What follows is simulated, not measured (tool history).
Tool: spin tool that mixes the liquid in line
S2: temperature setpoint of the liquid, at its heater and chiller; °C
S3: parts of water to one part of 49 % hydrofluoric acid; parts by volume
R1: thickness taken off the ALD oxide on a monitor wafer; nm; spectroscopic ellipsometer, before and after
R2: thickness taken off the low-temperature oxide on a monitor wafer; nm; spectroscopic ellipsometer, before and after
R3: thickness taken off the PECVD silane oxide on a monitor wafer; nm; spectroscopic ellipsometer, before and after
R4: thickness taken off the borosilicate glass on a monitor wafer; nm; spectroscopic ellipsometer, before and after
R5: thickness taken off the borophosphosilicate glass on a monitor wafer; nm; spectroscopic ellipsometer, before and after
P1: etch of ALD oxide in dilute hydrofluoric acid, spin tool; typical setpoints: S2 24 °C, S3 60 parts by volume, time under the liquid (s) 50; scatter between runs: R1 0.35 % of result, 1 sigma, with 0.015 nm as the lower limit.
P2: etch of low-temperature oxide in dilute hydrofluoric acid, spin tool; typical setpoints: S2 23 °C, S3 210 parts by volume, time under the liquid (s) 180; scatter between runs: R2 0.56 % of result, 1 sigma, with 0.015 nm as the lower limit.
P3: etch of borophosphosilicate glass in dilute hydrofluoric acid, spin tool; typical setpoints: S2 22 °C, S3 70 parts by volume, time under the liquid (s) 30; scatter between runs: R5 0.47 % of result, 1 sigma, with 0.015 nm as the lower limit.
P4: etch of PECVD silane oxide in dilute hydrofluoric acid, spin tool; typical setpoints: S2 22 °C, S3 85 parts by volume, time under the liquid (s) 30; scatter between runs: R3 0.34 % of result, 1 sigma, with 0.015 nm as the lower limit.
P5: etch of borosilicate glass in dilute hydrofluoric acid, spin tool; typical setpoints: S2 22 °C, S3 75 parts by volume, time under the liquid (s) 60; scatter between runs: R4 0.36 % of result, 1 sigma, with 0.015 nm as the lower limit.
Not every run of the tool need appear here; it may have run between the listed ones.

run 1 day=0.196 | process_that_ran=P1 S2=24 S3=60 time_under_the_liquid_(s)=50 | R1=20.965
run 2 day=0.488 | process_that_ran=P1 S2=24 S3=60 time_under_the_liquid_(s)=50 | R1=20.856
run 3 day=0.746 | process_that_ran=P1 S2=24 S3=60 time_under_the_liquid_(s)=50 | R1=20.872
run 4 day=1.096 | process_that_ran=P1 S2=24 S3=60 time_under_the_liquid_(s)=50 | R1=20.874
run 5 day=1.3 | process_that_ran=P1 S2=30.5 S3=60 time_under_the_liquid_(s)=50 | R1=27.144
run 6 day=1.579 | process_that_ran=P1 S2=24 S3=35 time_under_the_liquid_(s)=50 | R1=37.152
run 7 day=1.917 | process_that_ran=P2 S2=23 S3=210 time_under_the_liquid_(s)=315 | R2=31.518
run 8 day=2.212 | process_that_ran=P4 S2=17 S3=85 time_under_the_liquid_(s)=30 | R3=6.101
-- day=2.304 hydrofluoric acid flow meter replaced
run 9 day=2.442 | process_that_ran=P4 S2=22 S3=85 time_under_the_liquid_(s)=60 | R3=14.99
run 10 day=2.779 | process_that_ran=P1 S2=24 S3=105 time_under_the_liquid_(s)=50 | R1=11.261
run 11 day=3.125 | process_that_ran=P1 S2=24 S3=60 time_under_the_liquid_(s)=50 | R1=20.846
run 12 day=3.325 | process_that_ran=P5 S2=22 S3=40 time_under_the_liquid_(s)=60 | R4=40.866
run 13 day=3.679 | process_that_ran=P3 S2=22 S3=70 time_under_the_liquid_(s)=30 | R5=16.493
run 14 day=4.012 | process_that_ran=P3 S2=22 S3=70 time_under_the_liquid_(s)=30 | R5=16.612
run 15 day=4.221 | process_that_ran=P3 S2=17 S3=70 time_under_the_liquid_(s)=30 | R5=13.522
run 16 day=4.433 | process_that_ran=P1 S2=24 S3=60 time_under_the_liquid_(s)=95 | R1=39.657
run 17 day=4.642 | process_that_ran=P3 S2=22 S3=70 time_under_the_liquid_(s)=15 | R5=8.2311
run 18 day=4.833 | process_that_ran=P2 S2=23 S3=130 time_under_the_liquid_(s)=180 | R2=31.478
run 19 day=5.146 | process_that_ran=P1 S2=24 S3=60 time_under_the_liquid_(s)=50 | R1=20.911
run 20 day=5.454 | process_that_ran=P1 S2=24 S3=60 time_under_the_liquid_(s)=20 | R1=8.3795
run 21 day=5.633 | process_that_ran=P5 S2=22 S3=75 time_under_the_liquid_(s)=15 | R4=5.2506
run 22 day=5.967 | process_that_ran=P5 S2=22 S3=75 time_under_the_liquid_(s)=60 | R4=20.911
run 23 day=6.146 | process_that_ran=P3 S2=22 S3=30 time_under_the_liquid_(s)=30 | R5=40.878
run 24 day=6.325 | process_that_ran=P1 S2=17.5 S3=25 time_under_the_liquid_(s)=50 | R1=39.813
run 25 day=6.512 | process_that_ran=P1 S2=17.5 S3=60 time_under_the_liquid_(s)=50 | R1=15.969
run 26 day=6.875 | process_that_ran=P4 S2=22 S3=85 time_under_the_liquid_(s)=30 | R3=7.552
run 27 day=7.121 | process_that_ran=P2 S2=23 S3=210 time_under_the_liquid_(s)=180 | R2=17.805
-- day=7.2 thermometer replaced
run 28 day=7.358 | process_that_ran=P5 S2=29.5 S3=75 time_under_the_liquid_(s)=60 | R4=28.056
run 29 day=7.7 | process_that_ran=P2 S2=31.5 S3=210 time_under_the_liquid_(s)=180 | R2=24.333
run 30 day=7.979 | process_that_ran=P1 S2=18.5 S3=60 time_under_the_liquid_(s)=95 | R1=31.546
run 31 day=8.317 | process_that_ran=P4 S2=22 S3=40 time_under_the_liquid_(s)=30 | R3=16.859
run 32 day=8.679 | process_that_ran=P1 S2=24 S3=60 time_under_the_liquid_(s)=50 | R1=20.855
run 33 day=9.017 | process_that_ran=P1 S2=24 S3=60 time_under_the_liquid_(s)=50 | R1=19.85
run 34 day=9.367 | process_that_ran=P1 S2=24 S3=60 time_under_the_liquid_(s)=50 | R1=19.367
run 35 day=9.55 | process_that_ran=P1 S2=24 S3=60 time_under_the_liquid_(s)=50 | R1=19.379
run 36 day=9.9 | process_that_ran=P1 S2=24 S3=60 time_under_the_liquid_(s)=50 | R1=19.155
run 37 day=10.229 | process_that_ran=P1 S2=24 S3=60 time_under_the_liquid_(s)=50 | R1=19.149
run 38 day=10.438 | process_that_ran=P1 S2=24 S3=60 time_under_the_liquid_(s)=50 | R1=18.94

What P1 gives has crept off from where it sat before. The 2 causes that follow fit the log equally well, each at the size noted:
A: liquid colder than its thermometer reads (K) = 2.22
B: hydrofluoric acid flow below the setpoint (%) = 8.08
Onset of the creep was near day 8.679.

Below are 4 check runs, each averaged over 2 wafers, with their results shown as question marks. Which of them would give clearly different results depending on which cause is behind the drift?
run check 1 day=10.646 | process_that_ran=P2 S2=31 S3=210 time_under_the_liquid_(s)=245 | R2=?
run check 2 day=10.646 | process_that_ran=P3 S2=22 S3=40 time_under_the_liquid_(s)=30 | R5=?
run check 3 day=10.646 | process_that_ran=P4 S2=17 S3=85 time_under_the_liquid_(s)=55 | R3=?
run check 4 day=10.646 | process_that_ran=P5 S2=26.5 S3=40 time_under_the_liquid_(s)=60 | R4=?

Predicted outcomes, by check and by cause:
check=check_1 result=R2 if_A=30.02 if_B=29.115
check=check_2 result=R5 if_A=27.326 if_B=27.477
check=check_3 result=R3 if_A=10.174 if_B=10.208
check=check_4 result=R4 if_A=44.869 if_B=44.949
Separation of the two closest causes in each check, using whichever result separates them best: check 1 3.06 %; check 2 0.55 %; check 3 0.33 %; check 4 0.18 %
Check 1 distinguishes between the causes, while the remaining checks would return nearly the same result for all of them.

Running check 1 produced the following: R2 30.052 nm. Which one of the listed causes fits?

A is the cause: liquid colder than its thermometer reads (K).
